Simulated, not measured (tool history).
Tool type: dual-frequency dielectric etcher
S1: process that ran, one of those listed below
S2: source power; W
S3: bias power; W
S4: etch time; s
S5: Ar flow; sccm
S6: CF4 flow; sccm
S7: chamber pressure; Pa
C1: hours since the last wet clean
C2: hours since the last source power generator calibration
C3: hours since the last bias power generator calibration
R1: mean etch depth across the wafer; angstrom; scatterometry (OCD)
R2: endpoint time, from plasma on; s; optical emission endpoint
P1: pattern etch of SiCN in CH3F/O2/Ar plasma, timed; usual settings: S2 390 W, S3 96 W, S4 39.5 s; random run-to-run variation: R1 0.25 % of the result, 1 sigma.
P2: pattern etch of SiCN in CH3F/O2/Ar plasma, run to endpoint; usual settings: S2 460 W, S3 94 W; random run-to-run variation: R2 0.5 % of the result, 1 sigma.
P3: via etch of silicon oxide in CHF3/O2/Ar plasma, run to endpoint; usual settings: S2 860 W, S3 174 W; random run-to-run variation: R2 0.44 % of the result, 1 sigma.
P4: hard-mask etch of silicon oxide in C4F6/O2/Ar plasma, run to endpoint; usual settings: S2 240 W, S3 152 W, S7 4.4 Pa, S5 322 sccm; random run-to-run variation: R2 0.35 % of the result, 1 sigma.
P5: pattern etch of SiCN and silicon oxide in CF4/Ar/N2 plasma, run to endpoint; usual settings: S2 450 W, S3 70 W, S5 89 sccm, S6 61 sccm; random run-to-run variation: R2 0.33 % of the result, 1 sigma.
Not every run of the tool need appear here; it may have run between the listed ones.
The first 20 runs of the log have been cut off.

run,hour,S1,S2,S3,S4,S5,S6,S7,C1,C2,C3,R1,R2
21,127.3,P1,390,96,21.5,,,,443.2,45,797.3,87.135,
22,133.3,P1,500,68,39.5,,,,449.2,51,803.3,154.94,
23,137.7,P3,860,174,,,,,453.6,55.4,807.7,,292.1
24,144.7,P1,390,96,39.5,,,,460.6,62.4,814.7,160.28,
25,148.6,P5,300,70,,89,61,,464.5,66.3,818.6,,19.135
26,156.6,P1,390,96,39.5,,,,472.5,74.3,826.6,160.04,
27,160.2,P1,390,96,39.5,,,,476.1,77.9,830.2,160.19,
28,166.5,P5,450,70,,89,47,,482.4,84.2,836.5,,14.019
29,173.7,P1,240,96,39.5,,,,489.6,91.4,843.7,133.86,
30,177.2,P4,240,152,,322,,3.6,493.1,94.9,847.2,,102.72
31,181.6,P1,390,96,54,,,,497.5,99.3,851.6,218.48,

Predict the results of run 32:
32,187.1,P4,240,152,,322,,4.4,503,104.8,857.1,,?

{"run 32": {"R2": 105.68}}
